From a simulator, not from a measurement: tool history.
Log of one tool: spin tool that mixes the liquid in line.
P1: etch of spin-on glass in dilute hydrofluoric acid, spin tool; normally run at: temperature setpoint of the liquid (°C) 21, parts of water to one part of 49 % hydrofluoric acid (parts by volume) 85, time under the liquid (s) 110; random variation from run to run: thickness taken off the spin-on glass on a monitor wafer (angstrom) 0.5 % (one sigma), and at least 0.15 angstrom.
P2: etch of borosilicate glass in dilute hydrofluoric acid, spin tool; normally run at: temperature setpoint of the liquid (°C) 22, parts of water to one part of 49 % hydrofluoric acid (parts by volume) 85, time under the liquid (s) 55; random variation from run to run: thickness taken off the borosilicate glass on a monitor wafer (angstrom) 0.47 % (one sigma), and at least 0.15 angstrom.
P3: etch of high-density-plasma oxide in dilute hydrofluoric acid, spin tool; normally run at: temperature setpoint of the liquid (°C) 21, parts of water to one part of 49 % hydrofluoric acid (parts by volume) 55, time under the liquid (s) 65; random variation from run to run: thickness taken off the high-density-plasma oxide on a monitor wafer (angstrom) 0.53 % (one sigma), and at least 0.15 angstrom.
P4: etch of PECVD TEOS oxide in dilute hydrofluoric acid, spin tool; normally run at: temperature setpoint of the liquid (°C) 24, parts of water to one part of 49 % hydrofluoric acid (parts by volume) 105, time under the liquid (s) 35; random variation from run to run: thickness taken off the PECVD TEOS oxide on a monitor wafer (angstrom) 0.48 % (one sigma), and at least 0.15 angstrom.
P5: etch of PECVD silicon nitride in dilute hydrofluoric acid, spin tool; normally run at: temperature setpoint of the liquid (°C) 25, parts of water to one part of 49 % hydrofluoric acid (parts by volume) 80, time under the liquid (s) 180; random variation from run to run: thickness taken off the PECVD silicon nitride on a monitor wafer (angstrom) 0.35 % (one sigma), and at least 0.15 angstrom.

run	hour	process that ran	temperature setpoint of the liquid (°C)	parts of water to one part of 49 % hydrofluoric acid (parts by volume)	time under the liquid (s)	thickness taken off the spin-on glass on a monitor wafer (angstrom)	thickness taken off the PECVD TEOS oxide on a monitor wafer (angstrom)	thickness taken off the borosilicate glass on a monitor wafer (angstrom)	thickness taken off the high-density-plasma oxide on a monitor wafer (angstrom)	thickness taken off the PECVD silicon nitride on a monitor wafer (angstrom)
1	4.7	P1	21	85	110	510.96				
2	10.1	P1	17	85	110	431.28				
3	15.6	P1	21	85	110	511.26				
4	18.2	P4	17	105	35		58.485			
5	23.4	P2	22	85	55			148.59		
6	27.5	P4	24	105	50		112.47			
7	32.5	P3	21	55	65				67.123	
8	36.7	P1	21	85	110	512.2				
9	42.4	P1	21	85	110	511.27				
10	45.6	P4	24	40	35		223.14			
11	48.8	P5	25	80	180					110.81
12	52.8	P1	21	40	110	1144.5				
13	57.5	P1	21	85	200	926.19				
14	61.9	P3	21	55	65				68.002	
15	67.3	P2	22	85	55			147.73		
16	69.8	P5	25	80	40					24.486
17	75	P2	22	25	55			542.24		
18	78.9	P4	24	105	35		78.774			
19	84.3	P1	26	85	110	622.12				
20	88.5	P2	22	85	15			40.894		
21	93.4	P1	21	150	110	269.85				
22	96.8	P3	21	20	65				193.05	
23	102.3	P5	25	125	180					71.284
24	104.8	P1	21	85	65	299.54				
25	108.3	P5	30.5	80	180					158.48
26	112.1	P1	21	85	110	509.16				
27	117.2	P1	21	25	65	1109.3				
28	122.8	P3	21	55	110				113.16	
29	127.6	P2	17.5	85	55			122.65		
30	131.7	P3	17	55	65				56.763	
31	135.6	P1	17	85	155	604.25				
32	140.1	P1	21	85	110	513.26				
33	144.2	P1	21	85	110	502.37				
34	147.9	P1	21	85	110	493.25				
35	151.4	P1	21	85	110	489.12				
36	155.7	P1	21	85	110	483.91				
37	159.3	P1	21	85	110	480.3				
38	163.5	P1	21	85	110	481.88				
39	167.2	P1	21	85	110	482.96				
40	172.8	P1	21	85	110	478.66				
41	177.9	P1	21	85	110	476.17				
42	183.6	P1	21	85	110	480.55				
43	186.2	P1	21	85	110	478				

What P1 gives has crept away from where it was. These 2 causes fit the log equally well, each at the size given:
A: hydrofluoric acid flow below the setpoint (%) = 6.01
B: liquid colder than its thermometer reads (K) = 1.65
The creep began at about hour 140.1.

4 check runs are offered, one wafer each, their results left as question marks. Which one tells the causes apart?
check 1	188.8	P5	25	80	115					?
check 2	188.8	P4	17	55	35		?			
check 3	188.8	P3	21	20	95				?	
check 4	188.8	P2	22	30	55			?		

What each check would give under each cause:
check	result	if A	if B
check 1	thickness taken off the PECVD silicon nitride on a monitor wafer (angstrom)	66.5	63.366
check 2	thickness taken off the PECVD TEOS oxide on a monitor wafer (angstrom)	111.26	110.59
check 3	thickness taken off the high-density-plasma oxide on a monitor wafer (angstrom)	264.68	262.58
check 4	thickness taken off the borosilicate glass on a monitor wafer (angstrom)	421.91	419.38
How far apart the two closest causes lie, in the result that separates them most: check 1 4.83 %; check 2 0.61 %; check 3 0.8 %; check 4 0.6 %
Check 1 tells the causes apart: in the others they would give nearly the same result.

Check 1 was then run and gave: thickness taken off the PECVD silicon nitride on a monitor wafer (angstrom) 63.145. Which cause is it?

It is B: liquid colder than its thermometer reads (K).
